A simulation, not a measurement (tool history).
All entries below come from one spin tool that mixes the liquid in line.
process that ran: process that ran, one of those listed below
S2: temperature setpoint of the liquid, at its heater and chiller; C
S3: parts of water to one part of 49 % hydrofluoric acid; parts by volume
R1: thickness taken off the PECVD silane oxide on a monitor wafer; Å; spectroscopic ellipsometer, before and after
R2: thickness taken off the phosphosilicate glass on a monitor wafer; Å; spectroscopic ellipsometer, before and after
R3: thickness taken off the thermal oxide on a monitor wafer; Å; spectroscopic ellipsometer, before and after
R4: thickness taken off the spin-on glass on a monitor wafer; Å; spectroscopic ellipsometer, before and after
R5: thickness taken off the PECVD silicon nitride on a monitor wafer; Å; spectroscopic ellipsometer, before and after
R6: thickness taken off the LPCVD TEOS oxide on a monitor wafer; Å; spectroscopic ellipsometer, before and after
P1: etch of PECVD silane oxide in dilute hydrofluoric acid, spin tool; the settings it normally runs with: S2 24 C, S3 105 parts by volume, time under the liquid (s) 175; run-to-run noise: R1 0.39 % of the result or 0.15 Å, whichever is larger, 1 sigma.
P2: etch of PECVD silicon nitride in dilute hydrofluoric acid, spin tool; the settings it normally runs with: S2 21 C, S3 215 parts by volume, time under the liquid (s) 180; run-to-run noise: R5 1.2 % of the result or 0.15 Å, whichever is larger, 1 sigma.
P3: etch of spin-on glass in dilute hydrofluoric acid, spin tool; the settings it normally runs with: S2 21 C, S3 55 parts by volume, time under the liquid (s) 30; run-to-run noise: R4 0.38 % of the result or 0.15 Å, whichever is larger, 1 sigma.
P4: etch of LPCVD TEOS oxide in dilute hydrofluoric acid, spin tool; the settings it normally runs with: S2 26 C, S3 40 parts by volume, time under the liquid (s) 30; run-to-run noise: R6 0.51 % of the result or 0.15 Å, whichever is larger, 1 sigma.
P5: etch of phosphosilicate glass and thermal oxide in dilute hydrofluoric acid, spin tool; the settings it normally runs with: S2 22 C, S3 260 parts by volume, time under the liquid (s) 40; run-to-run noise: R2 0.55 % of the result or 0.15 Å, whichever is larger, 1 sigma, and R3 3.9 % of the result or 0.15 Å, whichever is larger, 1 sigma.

run 1 hour=14.4 | process_that_ran=P1 S2=24 S3=105 time_under_the_liquid_(s)=175 | R1=283.57
run 2 hour=25 | process_that_ran=P5 S2=22 S3=425 time_under_the_liquid_(s)=40 | R2=125.09 R3=3.1555
run 3 hour=38.1 | process_that_ran=P3 S2=21 S3=55 time_under_the_liquid_(s)=50 | R4=386.61
run 4 hour=52.4 | process_that_ran=P1 S2=24 S3=105 time_under_the_liquid_(s)=175 | R1=283.54
run 5 hour=59.5 | process_that_ran=P2 S2=21 S3=300 time_under_the_liquid_(s)=180 | R5=14.88
run 6 hour=70.5 | process_that_ran=P4 S2=26 S3=40 time_under_the_liquid_(s)=30 | R6=226.03
run 7 hour=85.9 | process_that_ran=P1 S2=24 S3=185 time_under_the_liquid_(s)=175 | R1=147.26
run 8 hour=93.4 | process_that_ran=P1 S2=31 S3=105 time_under_the_liquid_(s)=175 | R1=368.83
run 9 hour=100.3 | process_that_ran=P2 S2=21 S3=215 time_under_the_liquid_(s)=180 | R5=19.92
-- hour=104.7 thermometer replaced
run 10 hour=108.9 | process_that_ran=P1 S2=18.5 S3=105 time_under_the_liquid_(s)=175 | R1=227.87
run 11 hour=122.9 | process_that_ran=P2 S2=21 S3=215 time_under_the_liquid_(s)=90 | R5=10.031
run 12 hour=130.1 | process_that_ran=P3 S2=27 S3=55 time_under_the_liquid_(s)=30 | R4=294.66
run 13 hour=143.1 | process_that_ran=P5 S2=22 S3=260 time_under_the_liquid_(s)=40 | R2=236.04 R3=5.752
run 14 hour=158.5 | process_that_ran=P3 S2=21 S3=55 time_under_the_liquid_(s)=30 | R4=229.8
run 15 hour=168.3 | process_that_ran=P2 S2=21 S3=215 time_under_the_liquid_(s)=180 | R5=20.147
run 16 hour=179.5 | process_that_ran=P3 S2=21 S3=105 time_under_the_liquid_(s)=30 | R4=114.65
run 17 hour=186.6 | process_that_ran=P1 S2=24 S3=105 time_under_the_liquid_(s)=175 | R1=280.03
run 18 hour=199.5 | process_that_ran=P1 S2=24 S3=105 time_under_the_liquid_(s)=75 | R1=121.22
run 19 hour=212.9 | process_that_ran=P5 S2=22 S3=260 time_under_the_liquid_(s)=65 | R2=384.39 R3=10.365
run 20 hour=222.7 | process_that_ran=P2 S2=17 S3=215 time_under_the_liquid_(s)=180 | R5=15.82
run 21 hour=232.6 | process_that_ran=P1 S2=24 S3=30 time_under_the_liquid_(s)=175 | R1=1086.6
run 22 hour=245.6 | process_that_ran=P4 S2=26 S3=65 time_under_the_liquid_(s)=30 | R6=135.15
run 23 hour=257.9 | process_that_ran=P1 S2=24 S3=105 time_under_the_liquid_(s)=175 | R1=280.91
run 24 hour=269 | process_that_ran=P3 S2=21 S3=55 time_under_the_liquid_(s)=30 | R4=231.28

Run 25 comes next. What will it give?
run 25 hour=276 | process_that_ran=P1 S2=24 S3=105 time_under_the_liquid_(s)=325 | R1=?

Run 25 yielded R1 525.87 Å.

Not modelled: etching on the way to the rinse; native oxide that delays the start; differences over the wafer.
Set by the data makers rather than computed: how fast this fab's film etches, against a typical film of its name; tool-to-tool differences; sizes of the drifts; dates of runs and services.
